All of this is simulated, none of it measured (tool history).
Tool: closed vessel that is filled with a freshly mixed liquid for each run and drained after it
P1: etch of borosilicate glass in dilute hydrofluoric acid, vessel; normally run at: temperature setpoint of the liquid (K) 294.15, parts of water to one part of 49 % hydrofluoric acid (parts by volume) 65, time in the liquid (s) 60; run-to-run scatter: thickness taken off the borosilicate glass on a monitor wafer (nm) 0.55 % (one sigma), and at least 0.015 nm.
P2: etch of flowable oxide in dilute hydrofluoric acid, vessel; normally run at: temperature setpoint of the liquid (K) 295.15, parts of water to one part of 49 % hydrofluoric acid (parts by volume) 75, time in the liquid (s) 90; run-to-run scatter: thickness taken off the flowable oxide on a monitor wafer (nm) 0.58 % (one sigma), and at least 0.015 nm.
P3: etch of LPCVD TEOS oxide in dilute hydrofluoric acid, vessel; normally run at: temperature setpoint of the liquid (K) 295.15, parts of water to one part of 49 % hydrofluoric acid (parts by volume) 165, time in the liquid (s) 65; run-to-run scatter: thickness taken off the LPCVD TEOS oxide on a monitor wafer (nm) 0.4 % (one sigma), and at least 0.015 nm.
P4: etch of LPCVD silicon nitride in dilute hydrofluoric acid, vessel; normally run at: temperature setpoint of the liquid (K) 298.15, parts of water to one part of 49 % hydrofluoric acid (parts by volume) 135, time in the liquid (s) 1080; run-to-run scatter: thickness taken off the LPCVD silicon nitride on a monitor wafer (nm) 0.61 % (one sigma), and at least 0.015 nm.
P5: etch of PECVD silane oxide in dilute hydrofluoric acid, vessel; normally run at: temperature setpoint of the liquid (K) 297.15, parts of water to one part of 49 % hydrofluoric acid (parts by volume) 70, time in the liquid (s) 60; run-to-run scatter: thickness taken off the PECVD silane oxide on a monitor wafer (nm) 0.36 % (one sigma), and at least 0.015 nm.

| run | hour | process that ran | temperature setpoint of the liquid (K) | parts of water to one part of 49 % hydrofluoric acid (parts by volume) | time in the liquid (s) | hours since the thermometer was replaced | hours since the hydrofluoric acid flow meter was replaced | thickness taken off the borosilicate glass on a monitor wafer (nm) | thickness taken off the flowable oxide on a monitor wafer (nm) | thickness taken off the LPCVD TEOS oxide on a monitor wafer (nm) | thickness taken off the LPCVD silicon nitride on a monitor wafer (nm) | thickness taken off the PECVD silane oxide on a monitor wafer (nm) |
|---|---|---|---|---|---|---|---|---|---|---|---|---|
| 1 | 7.0 | P1 | 294.15 | 65 | 60 | 1397.0 | 675.7 | 32.278 |  |  |  |  |
| 2 | 11.5 | P1 | 294.15 | 65 | 60 | 1401.5 | 680.2 | 32.088 |  |  |  |  |
| 3 | 17.1 | P1 | 294.15 | 115 | 60 | 1407.1 | 685.8 | 17.217 |  |  |  |  |
| 4 | 22.5 | P1 | 301.15 | 65 | 60 | 1412.5 | 691.2 | 42.657 |  |  |  |  |
| 5 | 29.0 | P1 | 294.15 | 65 | 60 | 1419.0 | 697.7 | 32.421 |  |  |  |  |
| 6 | 34.0 | P2 | 295.15 | 75 | 30 | 1424.0 | 702.7 |  | 16.463 |  |  |  |
| 7 | 38.8 | P3 | 295.15 | 70 | 65 | 1428.8 | 707.5 |  |  | 36.4080 |  |  |
| 8 | 47.2 | P4 | 298.15 | 135 | 1080 | 1437.2 | 715.9 |  |  |  | 4.8126 |  |
| 9 | 54.5 | P4 | 298.15 | 135 | 1080 | 1444.5 | 723.2 |  |  |  | 4.8056 |  |
| 10 | 62.4 | P3 | 301.15 | 165 | 65 | 1452.4 | 731.1 |  |  | 17.5160 |  |  |
| 11 | 70.4 | P2 | 301.65 | 75 | 90 | 1460.4 | 739.1 |  | 63.767 |  |  |  |
| 12 | 77.7 | P3 | 295.15 | 165 | 65 | 1467.7 | 746.4 |  |  | 14.0310 |  |  |
| 13 | 83.0 | P1 | 294.15 | 65 | 60 | 1473.0 | 751.7 | 32.447 |  |  |  |  |
| 14 | 87.8 | P1 | 294.15 | 65 | 115 | 1477.8 | 756.5 | 61.446 |  |  |  |  |
| 15 | 93.8 | P1 | 294.15 | 65 | 60 | 1483.8 | 762.5 | 32.046 |  |  |  |  |
| 16 | 100.8 | P2 | 295.15 | 75 | 90 | 1490.8 | 769.5 |  | 49.413 |  |  |  |
| 17 | 107.4 | P1 | 294.15 | 45 | 30 | 1497.4 | 776.1 | 23.823 |  |  |  |  |
| 18 | 113.8 | P5 | 297.15 | 70 | 60 | 1503.8 | 782.5 |  |  |  |  | 14.1810 |
| 19 | 118.5 | P5 | 297.15 | 30 | 60 | 1508.5 | 787.2 |  |  |  |  | 34.7780 |
| 20 | 127.6 | P5 | 290.65 | 70 | 60 | 1517.6 | 796.3 |  |  |  |  | 10.7660 |
| 21 | 135.1 | P5 | 297.15 | 70 | 60 | 1525.1 | 803.8 |  |  |  |  | 14.1740 |
| 22 | 140.6 | P1 | 290.15 | 65 | 60 | 1530.6 | 809.3 | 27.265 |  |  |  |  |
| 23 | 145.9 | P2 | 295.15 | 75 | 90 | 1535.9 | 814.6 |  | 48.822 |  |  |  |
| 24 | 150.1 | P2 | 295.15 | 125 | 90 | 1540.1 | 818.8 |  | 27.953 |  |  |  |
| 25 | 154.7 | P1 | 294.15 | 65 | 35 | 1544.7 | 823.4 | 18.840 |  |  |  |  |
| 26 | 162.3 | P5 | 297.15 | 70 | 30 | 1552.3 | 831.0 |  |  |  |  | 7.0989 |
| 27 | 167.0 | P4 | 304.15 | 135 | 1080 | 1557.0 | 835.7 |  |  |  | 6.9944 |  |
| 28 | 176.4 | P4 | 298.15 | 135 | 1850 | 1566.4 | 845.1 |  |  |  | 8.2506 |  |
| 29 | 184.2 | P1 | 294.15 | 65 | 60 | 1574.2 | 852.9 | 32.368 |  |  |  |  |
| 30 | 188.7 | P3 | 295.15 | 165 | 30 | 1578.7 | 857.4 |  |  | 6.3917 |  |  |
| 31 | 194.9 | P4 | 298.15 | 220 | 1080 | 1584.9 | 863.6 |  |  |  | 2.9697 |  |
| 32 | 203.9 | P1 | 294.15 | 40 | 60 | 1593.9 | 872.6 | 53.829 |  |  |  |  |
| 33 | 212.6 | P1 | 294.15 | 65 | 60 | 1602.6 | 881.3 | 32.277 |  |  |  |  |
| 34 | 221.4 | P1 | 294.15 | 65 | 60 | 1611.4 | 890.1 | 30.577 |  |  |  |  |
| 35 | 227.1 | P1 | 294.15 | 65 | 60 | 1617.1 | 895.8 | 30.303 |  |  |  |  |

The next listed run, before its measurement:
| 36 | 231.2 | P1 | 294.15 | 65 | 60 | 1621.2 | 899.9 | ? |  |  |  |  |

{"run 36": {"thickness taken off the borosilicate glass on a monitor wafer (nm)": 30.32}}
